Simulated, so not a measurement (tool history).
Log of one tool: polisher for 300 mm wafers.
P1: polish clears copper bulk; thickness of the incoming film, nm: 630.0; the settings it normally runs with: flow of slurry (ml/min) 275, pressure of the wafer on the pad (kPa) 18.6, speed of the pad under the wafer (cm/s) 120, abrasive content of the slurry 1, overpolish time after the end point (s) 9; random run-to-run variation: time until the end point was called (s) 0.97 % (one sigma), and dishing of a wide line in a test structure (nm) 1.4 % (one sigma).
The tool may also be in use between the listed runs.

| run | hour | flow of slurry (ml/min) | pressure of the wafer on the pad (kPa) | speed of the pad under the wafer (cm/s) | abrasive content of the slurry | overpolish time after the end point (s) | time until the end point was called (s) | dishing of a wide line in a test structure (nm) |
|---|---|---|---|---|---|---|---|---|
| 1 | 5 | 275 | 18.6 | 120 | 1 | 9 | 72.473 | 53 |
| 2 | 12.9 | 275 | 18.6 | 120 | 1 | 13 | 73.011 | 70.941 |
| 3 | 20.7 | 275 | 11.7 | 120 | 1 | 9 | 112.66 | 34.512 |
| 4 | 28.5 | 275 | 18.6 | 120 | 1 | 9 | 72.898 | 51.117 |
| 5 | 37.6 | 275 | 18.6 | 120 | 0.7 | 9 | 78.065 | 50.724 |
| 6 | 44.5 | 275 | 24.8 | 120 | 1 | 9 | 54.416 | 67.104 |
| 7 | 54.9 | 275 | 18.6 | 74 | 1 | 9 | 117.43 | 35.563 |
| 8 | 62.1 | 275 | 18.6 | 120 | 1 | 9 | 72.33 | 52.977 |
| 9 | 68 | 275 | 18.6 | 176 | 1.45 | 9 | 45.213 | 74.482 |
| 10 | 74.7 | 275 | 18.6 | 158 | 1 | 9 | 54.251 | 64.771 |
| 11 | 83.2 | 275 | 18.6 | 120 | 1 | 4 | 71.243 | 26.631 |
| 12 | 90.9 | 275 | 18.6 | 120 | 1 | 9 | 72.138 | 51.811 |
| 13 | 95.9 | 165 | 18.6 | 120 | 1 | 9 | 77.186 | 50.401 |
|  | 101 | head pressure recalibrated |
| 14 | 101.6 | 205 | 18.6 | 150 | 1 | 9 | 59.257 | 61.994 |
| 15 | 106.2 | 425 | 18.6 | 120 | 1 | 9 | 69.72 | 54.975 |
| 16 | 113.3 | 275 | 18.6 | 120 | 1.3 | 9 | 68.454 | 54.823 |
| 17 | 118.7 | 275 | 18.6 | 120 | 1 | 9 | 72.381 | 53.264 |
| 18 | 126.5 | 275 | 18.6 | 120 | 1 | 9 | 73.444 | 52.043 |
| 19 | 133.4 | 275 | 18.6 | 120 | 1 | 9 | 75.051 | 51.925 |
| 20 | 140 | 275 | 18.6 | 120 | 1 | 9 | 74.612 | 51.166 |
|  | 148.1 | head pressure recalibrated |
| 21 | 150.3 | 275 | 18.6 | 120 | 1 | 9 | 74.615 | 51.622 |
| 22 | 159.4 | 275 | 18.6 | 120 | 1 | 9 | 76.194 | 51.559 |
| 23 | 163.9 | 275 | 18.6 | 120 | 1 | 9 | 74.883 | 51.952 |
|  | 170.1 | worn pad replaced by a new one |
| 24 | 174 | 275 | 18.6 | 120 | 1 | 9 | 76.626 | 50.398 |
| 25 | 179.9 | 275 | 18.6 | 120 | 1 | 9 | 76.305 | 51.098 |
| 26 | 186.5 | 275 | 18.6 | 120 | 1 | 9 | 76.132 | 51.225 |
| 27 | 192.9 | 275 | 18.6 | 120 | 1 | 9 | 77.334 | 50.063 |
| 28 | 199.7 | 275 | 18.6 | 120 | 1 | 9 | 76.686 | 51.327 |

The log shows P1 creeping away from where it was. Any of the 2 causes listed here, at the size stated for it, fits the log just as well as the others:
A: slurry flow missing at the pad, % = 38.9
B: abrasive missing from the slurry, % = 25
Creep in the process output first set in at about hour 118.7.
What rules out each remaining cause:
removal rate lost through wear of the pad, %: serviced after onset, at hour 170.1, with no recovery of the prior output
head's pressure below its setpoint, %: serviced after onset, at hour 148.1, with no recovery of the prior output

Of the 4 check runs below, each run on 5 wafers with the results averaged and each result still a question mark, which one would tell the listed causes apart?
| check 1 | 206.5 | 165 | 13.1 | 120 | 1 | 9 | ? | ? |
| check 2 | 206.5 | 275 | 22.1 | 120 | 1 | 9 | ? | ? |
| check 3 | 206.5 | 275 | 18.6 | 120 | 0.7 | 12 | ? | ? |
| check 4 | 206.5 | 275 | 11.7 | 120 | 1.3 | 9 | ? | ? |

Check results expected under each cause:
| check | result | if A | if B |
|---|---|---|---|
| check 1 | time until the end point was called (s) | 120.06 | 115.69 |
| check 1 | dishing of a wide line in a test structure (nm) | 33.736 | 34.813 |
| check 2 | time until the end point was called (s) | 64.471 | 64.457 |
| check 2 | dishing of a wide line in a test structure (nm) | 58.719 | 58.729 |
| check 3 | time until the end point was called (s) | 82.344 | 82.105 |
| check 3 | dishing of a wide line in a test structure (nm) | 59.702 | 59.835 |
| check 4 | time until the end point was called (s) | 114.62 | 114.82 |
| check 4 | dishing of a wide line in a test structure (nm) | 34.771 | 34.721 |
Gap, in per cent, between the two causes that each check separates least, read from the result that separates them most: check 1 3.71 %; check 2 0.02 %; check 3 0.29 %; check 4 0.17 %
Check 1 distinguishes between the causes, while the remaining checks would return nearly the same result for all of them.

Then check 1 was run and gave: time until the end point was called (s) 118.96; dishing of a wide line in a test structure (nm) 34.106. Which cause is it?

The correct cause is A, namely: slurry flow missing at the pad, %.

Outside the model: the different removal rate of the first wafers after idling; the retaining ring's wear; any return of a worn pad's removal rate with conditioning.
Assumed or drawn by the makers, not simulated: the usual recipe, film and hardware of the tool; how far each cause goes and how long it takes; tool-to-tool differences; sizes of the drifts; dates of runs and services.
